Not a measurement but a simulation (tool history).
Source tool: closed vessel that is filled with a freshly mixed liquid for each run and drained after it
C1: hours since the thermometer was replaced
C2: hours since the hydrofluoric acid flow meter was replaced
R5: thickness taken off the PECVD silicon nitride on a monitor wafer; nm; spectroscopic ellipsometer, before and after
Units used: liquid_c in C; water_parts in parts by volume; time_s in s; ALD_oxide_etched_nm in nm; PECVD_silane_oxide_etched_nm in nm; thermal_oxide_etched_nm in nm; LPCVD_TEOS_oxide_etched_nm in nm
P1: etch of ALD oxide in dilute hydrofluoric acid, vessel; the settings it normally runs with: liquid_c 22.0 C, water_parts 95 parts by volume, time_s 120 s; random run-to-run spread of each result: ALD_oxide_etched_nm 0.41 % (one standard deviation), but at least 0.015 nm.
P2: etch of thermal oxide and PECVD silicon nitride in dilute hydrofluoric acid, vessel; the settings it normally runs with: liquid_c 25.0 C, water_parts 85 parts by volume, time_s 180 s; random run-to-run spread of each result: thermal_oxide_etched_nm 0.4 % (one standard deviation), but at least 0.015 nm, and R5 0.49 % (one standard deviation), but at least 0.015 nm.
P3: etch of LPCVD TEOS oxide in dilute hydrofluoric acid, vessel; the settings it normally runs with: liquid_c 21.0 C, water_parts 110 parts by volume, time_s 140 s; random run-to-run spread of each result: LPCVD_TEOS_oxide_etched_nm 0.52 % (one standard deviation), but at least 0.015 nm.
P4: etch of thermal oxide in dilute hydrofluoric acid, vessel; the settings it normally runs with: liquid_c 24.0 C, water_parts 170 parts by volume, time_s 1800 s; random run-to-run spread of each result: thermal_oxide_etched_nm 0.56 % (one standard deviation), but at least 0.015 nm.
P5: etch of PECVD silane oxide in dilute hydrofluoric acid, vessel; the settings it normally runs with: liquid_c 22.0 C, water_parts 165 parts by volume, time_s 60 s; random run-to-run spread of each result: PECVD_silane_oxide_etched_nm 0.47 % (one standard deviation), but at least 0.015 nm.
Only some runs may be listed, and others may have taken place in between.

run 1 hour=5.4 | process=P1 liquid_c=22.0 water_parts=95 time_s=120 | C1=108.1 C2=136.4 | ALD_oxide_etched_nm=21.9280
run 2 hour=9.3 | process=P1 liquid_c=17.0 water_parts=95 time_s=30 | C1=112.0 C2=140.3 | ALD_oxide_etched_nm=4.4313
run 3 hour=14.1 | process=P1 liquid_c=22.0 water_parts=95 time_s=30 | C1=116.8 C2=145.1 | ALD_oxide_etched_nm=5.5120
run 4 hour=18.6 | process=P1 liquid_c=22.0 water_parts=155 time_s=120 | C1=121.3 C2=149.6 | ALD_oxide_etched_nm=12.5070
run 5 hour=22.3 | process=P5 liquid_c=22.0 water_parts=60 time_s=60 | C1=125.0 C2=153.3 | PECVD_silane_oxide_etched_nm=29.8210
run 6 hour=26.6 | process=P4 liquid_c=24.0 water_parts=170 time_s=1800 | C1=129.3 C2=157.6 | thermal_oxide_etched_nm=46.9620
run 7 hour=29.6 | process=P1 liquid_c=22.0 water_parts=95 time_s=120 | C1=132.3 C2=160.6 | ALD_oxide_etched_nm=21.7450
run 8 hour=35.4 | process=P3 liquid_c=21.0 water_parts=110 time_s=140 | C1=138.1 C2=166.4 | LPCVD_TEOS_oxide_etched_nm=37.096
run 9 hour=39.0 | process=P5 liquid_c=22.0 water_parts=165 time_s=60 | C1=141.7 C2=170.0 | PECVD_silane_oxide_etched_nm=9.5642
run 10 hour=42.7 | process=P1 liquid_c=28.0 water_parts=45 time_s=120 | C1=145.4 C2=173.7 | ALD_oxide_etched_nm=62.6520
run 11 hour=46.3 | process=P4 liquid_c=24.0 water_parts=170 time_s=675 | C1=149.0 C2=177.3 | thermal_oxide_etched_nm=17.7910
run 12 hour=50.0 | process=P1 liquid_c=22.0 water_parts=45 time_s=120 | C1=152.7 C2=181.0 | ALD_oxide_etched_nm=48.8040
run 13 hour=54.9 | process=P2 liquid_c=25.0 water_parts=85 time_s=320 | C1=157.6 C2=185.9 | thermal_oxide_etched_nm=17.8520 R5=20.3980
run 14 hour=57.7 | process=P3 liquid_c=21.0 water_parts=200 time_s=140 | C1=160.4 C2=188.7 | LPCVD_TEOS_oxide_etched_nm=18.695
run 15 hour=61.7 | process=P5 liquid_c=25.5 water_parts=165 time_s=60 | C1=164.4 C2=192.7 | PECVD_silane_oxide_etched_nm=10.9510
run 16 hour=67.6 | process=P1 liquid_c=22.0 water_parts=95 time_s=120 | C1=170.3 C2=198.6 | ALD_oxide_etched_nm=21.9260
run 17 hour=72.7 | process=P1 liquid_c=22.0 water_parts=95 time_s=120 | C1=175.4 C2=203.7 | ALD_oxide_etched_nm=21.9340
run 18 hour=76.3 | process=P2 liquid_c=25.0 water_parts=85 time_s=180 | C1=179.0 C2=207.3 | thermal_oxide_etched_nm=9.9794 R5=11.5260
run 19 hour=81.0 | process=P2 liquid_c=25.0 water_parts=85 time_s=180 | C1=183.7 C2=212.0 | thermal_oxide_etched_nm=9.9983 R5=11.5580
run 20 hour=84.8 | process=P5 liquid_c=22.0 water_parts=165 time_s=60 | C1=187.5 C2=215.8 | PECVD_silane_oxide_etched_nm=9.5907
run 21 hour=88.8 | process=P2 liquid_c=25.0 water_parts=145 time_s=180 | C1=191.5 C2=219.8 | thermal_oxide_etched_nm=5.5038 R5=6.8210
run 22 hour=92.4 | process=P4 liquid_c=17.5 water_parts=170 time_s=1800 | C1=195.1 C2=223.4 | thermal_oxide_etched_nm=36.7130
run 23 hour=97.7 | process=P4 liquid_c=24.0 water_parts=260 time_s=1800 | C1=200.4 C2=228.7 | thermal_oxide_etched_nm=27.9620
run 24 hour=101.5 | process=P3 liquid_c=26.5 water_parts=110 time_s=140 | C1=204.2 C2=232.5 | LPCVD_TEOS_oxide_etched_nm=46.331
run 25 hour=106.4 | process=P1 liquid_c=27.0 water_parts=95 time_s=120 | C1=209.1 C2=237.4 | ALD_oxide_etched_nm=26.5990
run 26 hour=110.4 | process=P1 liquid_c=18.0 water_parts=95 time_s=120 | C1=213.1 C2=241.4 | ALD_oxide_etched_nm=18.4560
run 27 hour=113.1 | process=P1 liquid_c=22.0 water_parts=95 time_s=120 | C1=215.8 C2=244.1 | ALD_oxide_etched_nm=21.8510
run 28 hour=117.0 | process=P2 liquid_c=19.0 water_parts=85 time_s=180 | C1=219.7 C2=248.0 | thermal_oxide_etched_nm=7.8375 R5=7.7074
run 29 hour=123.2 | process=P5 liquid_c=22.0 water_parts=165 time_s=90 | C1=225.9 C2=254.2 | PECVD_silane_oxide_etched_nm=14.3240
run 30 hour=129.5 | process=P4 liquid_c=24.0 water_parts=170 time_s=1800 | C1=232.2 C2=260.5 | thermal_oxide_etched_nm=47.6780
run 31 hour=133.7 | process=P1 liquid_c=22.0 water_parts=95 time_s=120 | C1=236.4 C2=264.7 | ALD_oxide_etched_nm=21.8320
run 32 hour=137.7 | process=P1 liquid_c=22.0 water_parts=95 time_s=205 | C1=240.4 C2=268.7 | ALD_oxide_etched_nm=37.3560
run 33 hour=141.6 | process=P1 liquid_c=22.0 water_parts=20 time_s=60 | C1=244.3 C2=272.6 | ALD_oxide_etched_nm=56.4620
run 34 hour=147.8 | process=P3 liquid_c=21.0 water_parts=110 time_s=275 | C1=250.5 C2=278.8 | LPCVD_TEOS_oxide_etched_nm=73.527
run 35 hour=153.8 | process=P1 liquid_c=22.0 water_parts=95 time_s=120 | C1=256.5 C2=284.8 | ALD_oxide_etched_nm=21.8690
run 36 hour=159.6 | process=P1 liquid_c=22.0 water_parts=95 time_s=120 | C1=262.3 C2=290.6 | ALD_oxide_etched_nm=22.5380
run 37 hour=163.3 | process=P1 liquid_c=22.0 water_parts=95 time_s=120 | C1=266.0 C2=294.3 | ALD_oxide_etched_nm=22.7970
run 38 hour=169.1 | process=P1 liquid_c=22.0 water_parts=95 time_s=120 | C1=271.8 C2=300.1 | ALD_oxide_etched_nm=23.0800
run 39 hour=173.5 | process=P1 liquid_c=22.0 water_parts=95 time_s=120 | C1=276.2 C2=304.5 | ALD_oxide_etched_nm=23.2290
run 40 hour=177.5 | process=P1 liquid_c=22.0 water_parts=95 time_s=120 | C1=280.2 C2=308.5 | ALD_oxide_etched_nm=23.4640

Forecast run 41:
run 41 hour=182.8 | process=P1 liquid_c=22.0 water_parts=95 time_s=120 | C1=285.5 C2=313.8 | ALD_oxide_etched_nm=?

{"run 41": {"ALD_oxide_etched_nm": 23.192}}
